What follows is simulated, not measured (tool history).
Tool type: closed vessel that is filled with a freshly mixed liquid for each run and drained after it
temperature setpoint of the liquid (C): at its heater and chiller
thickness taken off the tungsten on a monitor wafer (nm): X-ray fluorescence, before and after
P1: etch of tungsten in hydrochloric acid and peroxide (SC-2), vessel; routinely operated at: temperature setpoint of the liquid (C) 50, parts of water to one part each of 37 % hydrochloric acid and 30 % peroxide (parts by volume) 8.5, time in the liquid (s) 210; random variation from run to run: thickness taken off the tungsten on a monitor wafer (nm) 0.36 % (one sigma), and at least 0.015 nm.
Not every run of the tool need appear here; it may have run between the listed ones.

run,hour,temperature setpoint of the liquid (C),parts of water to one part each of 37 % hydrochloric acid and 30 % peroxide (parts by volume),time in the liquid (s),hours since the thermometer was replaced,hours since the chemicals flow meter was replaced,hours since the drum of peroxide was connected,thickness taken off the tungsten on a monitor wafer (nm)
1,12.5,50,8.5,210,1461.6,1699.4,233.4,45.013
2,20.9,59.5,8.5,355,1470,1707.8,241.8,140.02
3,29.6,50,8.5,340,1478.7,1716.5,250.5,72.279
4,38.7,50,14,405,1487.8,1725.6,259.6,57.051
5,52.1,39,8.5,210,1501.2,1739,273,21.072
6,66.3,50,8.5,210,1515.4,1753.2,287.2,45.036
7,81.5,60.5,8.5,210,1530.6,1768.4,302.4,89.001
8,91.5,50,8.5,210,1540.6,1778.4,312.4,44.764
# hour 99.5: chemicals flow meter replaced
9,105.6,50,8.5,35,1554.7,6.2,326.5,7.4664
10,112.6,50,4,210,1561.7,13.2,333.5,77.97
11,125.7,50,8.5,210,1574.8,26.3,346.6,44.715
12,136.5,50,14.5,210,1585.6,37.1,357.4,28.732
13,151.1,50,8.5,210,1600.2,51.7,372,44.94
14,159.7,50,8.5,210,1608.8,60.3,380.6,46.123
15,171.9,50,8.5,210,1621,72.5,392.8,47.432
16,185.1,50,8.5,210,1634.2,85.7,406,47.9
17,200.3,50,8.5,210,1649.4,100.9,421.2,48.209
18,214.4,50,8.5,210,1663.5,115,435.3,48.925
19,224.7,50,8.5,210,1673.8,125.3,445.6,49.034
20,236.5,50,8.5,210,1685.6,137.1,457.4,48.669
21,249.8,50,8.5,210,1698.9,150.4,470.7,49.154

P1 no longer gives what it gave before; its output has crept away from where it was. The following 2 causes, each at its listed size, fit the log equally well:
A: liquid hotter than its thermometer reads (K) = 1.33
B: chemicals flow above the setpoint (%) = 11.6
The drift started at roughly hour 151.1.
Other possible causes, and why each is ruled out:
peroxide weaker than its label (%): can reach only 8, and even then thickness taken off the tungsten on a monitor wafer (nm) would move by -7.3 %, too little or the wrong way

The list below offers 4 check runs, each averaging the results of 2 wafers, and shows each result as a question mark. For which of them would the listed causes give clearly different results?
check 1,263.1,59.5,8.5,135,,,,?
check 2,263.1,50,8.5,290,,,,?
check 3,263.1,41.5,4,210,,,,?
check 4,263.1,50,11.5,210,,,,?

If the cause were each of the candidates in turn, the checks would give the following:
check,result,if A,if B
check 1,thickness taken off the tungsten on a monitor wafer (nm),58.08,58.347
check 2,thickness taken off the tungsten on a monitor wafer (nm),67.765,67.74
check 3,thickness taken off the tungsten on a monitor wafer (nm),48.215,47.199
check 4,thickness taken off the tungsten on a monitor wafer (nm),38.167,38.334
Gap, in per cent, between the two causes that each check separates least, read from the result that separates them most: check 1 0.46 %; check 2 0.04 %; check 3 2.13 %; check 4 0.44 %
The other checks would show nearly matching results whichever cause is true, so check 3 is the only one that separates the causes.

With check 3 done, the readings were: thickness taken off the tungsten on a monitor wafer (nm) 47.337. Identify which of the listed causes applies.

The correct cause is B, namely: chemicals flow above the setpoint (%).

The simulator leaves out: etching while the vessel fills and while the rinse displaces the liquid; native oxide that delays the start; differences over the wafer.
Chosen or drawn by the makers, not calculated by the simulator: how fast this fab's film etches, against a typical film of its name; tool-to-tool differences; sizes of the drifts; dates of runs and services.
